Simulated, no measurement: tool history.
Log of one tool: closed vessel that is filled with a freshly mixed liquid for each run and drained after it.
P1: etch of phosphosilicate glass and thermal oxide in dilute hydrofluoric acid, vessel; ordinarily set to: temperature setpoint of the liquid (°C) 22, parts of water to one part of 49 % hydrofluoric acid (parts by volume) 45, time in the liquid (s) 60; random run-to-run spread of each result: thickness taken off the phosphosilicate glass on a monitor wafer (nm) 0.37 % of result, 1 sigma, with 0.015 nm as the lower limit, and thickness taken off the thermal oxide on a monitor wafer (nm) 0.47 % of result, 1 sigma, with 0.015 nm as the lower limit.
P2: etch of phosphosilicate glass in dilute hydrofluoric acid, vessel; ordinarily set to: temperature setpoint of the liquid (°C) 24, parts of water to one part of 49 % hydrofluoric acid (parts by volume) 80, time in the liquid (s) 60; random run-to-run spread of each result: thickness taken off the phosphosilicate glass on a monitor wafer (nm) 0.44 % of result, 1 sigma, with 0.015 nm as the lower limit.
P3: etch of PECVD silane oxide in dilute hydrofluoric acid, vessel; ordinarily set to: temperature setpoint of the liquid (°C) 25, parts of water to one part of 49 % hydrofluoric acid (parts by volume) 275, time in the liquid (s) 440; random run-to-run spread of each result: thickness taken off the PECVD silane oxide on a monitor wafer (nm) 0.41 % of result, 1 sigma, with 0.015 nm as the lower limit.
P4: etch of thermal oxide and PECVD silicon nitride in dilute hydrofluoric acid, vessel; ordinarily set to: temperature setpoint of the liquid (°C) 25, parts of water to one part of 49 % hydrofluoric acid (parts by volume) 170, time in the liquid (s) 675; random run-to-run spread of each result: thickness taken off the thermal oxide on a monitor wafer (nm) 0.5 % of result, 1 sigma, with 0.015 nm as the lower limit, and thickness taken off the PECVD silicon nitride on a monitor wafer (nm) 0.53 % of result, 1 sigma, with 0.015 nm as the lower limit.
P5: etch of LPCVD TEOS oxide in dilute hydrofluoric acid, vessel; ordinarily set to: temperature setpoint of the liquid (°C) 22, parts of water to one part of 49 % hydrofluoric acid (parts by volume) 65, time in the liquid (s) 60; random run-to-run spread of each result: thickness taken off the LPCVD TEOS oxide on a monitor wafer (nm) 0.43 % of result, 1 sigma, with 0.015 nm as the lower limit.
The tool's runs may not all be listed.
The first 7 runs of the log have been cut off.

run   hour  process that ran  temperature setpoint of the liquid (°C)  parts of water to one part of 49 % hydrofluoric acid (parts by volume)  time in the liquid (s)  hours since the thermometer was replaced  hours since the hydrofluoric acid flow meter was replaced  thickness taken off the phosphosilicate glass on a monitor wafer (nm)  thickness taken off the thermal oxide on a monitor wafer (nm)  thickness taken off the LPCVD TEOS oxide on a monitor wafer (nm)  thickness taken off the PECVD silane oxide on a monitor wafer (nm)  thickness taken off the PECVD silicon nitride on a monitor wafer (nm)
  8   80.8                P1                                       22                                                                      45                      60                                    1108.8                                                      605.8                                                                 167.08                                                          5.827
  9   93.8                P3                                       25                                                                     275                     440                                    1121.8                                                      618.8                                                                                                                                                                                                                                                                      33.798
 10  101.2                P1                                       22                                                                      45                      60                                    1129.2                                                      626.2                                                                 167.12                                                         5.8453
 11  111.4                P5                                       22                                                                     110                      60                                    1139.4                                                      636.4                                                                                                                                                                                                  25.327
 12    119                P5                                       22                                                                      65                      60                                      1147                                                        644                                                                                                                                                                                                  45.486
 13  125.7                P2                                     30.5                                                                      80                      60                                    1153.7                                                      650.7                                                                 102.19
 14    137                P3                                       17                                                                     275                     440                                      1165                                                        662                                                                                                                                                                                                                                                                      25.143
 15  143.6                P1                                       22                                                                      25                      60                                    1171.6                                                      668.6                                                                 307.72                                                         10.711
 16  157.2                P1                                       17                                                                      45                      85                                    1185.2                                                      682.2                                                                 191.27                                                         6.7023
 17  168.8                P2                                       24                                                                      20                      60                                    1196.8                                                      693.8                                                                 343.01
 18  175.7                P4                                       18                                                                     170                     675                                    1203.7                                                      700.7                                                                                                                                15.094                                                                                                                                                                                                       10.571
 19  184.8                P1                                       22                                                                      45                      60                                    1212.8                                                      709.8                                                                 167.22                                                         5.9099
 20  195.3                P1                                       22                                                                      45                      30                                    1223.3                                                      720.3                                                                 83.218                                                         2.9104
 21  205.4                P4                                       25                                                                      55                     675                                    1233.4                                                      730.4                                                                                                                                69.715                                                                                                                                                                                                       51.065
 22  214.3                P3                                       25                                                                     275                     440                                    1242.3                                                      739.3                                                                                                                                                                                                                                                                      33.643
 23  227.8                P1                                       22                                                                      45                      60                                    1255.8                                                      752.8                                                                    167                                                         5.8637
 24  235.9                P3                                       25                                                                     120                     440                                    1263.9                                                      760.9                                                                                                                                                                                                                                                                      91.733
 25  248.1                P2                                       24                                                                      80                      60                                    1276.1                                                      773.1                                                                 78.885
 26  261.1                P1                                     29.5                                                                      45                      60                                    1289.1                                                      786.1                                                                 227.43                                                         7.9916
 27  269.1                P1                                       22                                                                      25                     105                                    1297.1                                                      794.1                                                                 540.29                                                         18.801

Run 28, settings as shown, results not yet in. Your forecast:
 28  276.3                P5                                       22                                                                      65                      30                                    1304.3                                                      801.3                                                                                                                                                                                                       ?

thickness taken off the LPCVD TEOS oxide on a monitor wafer (nm): 22.657
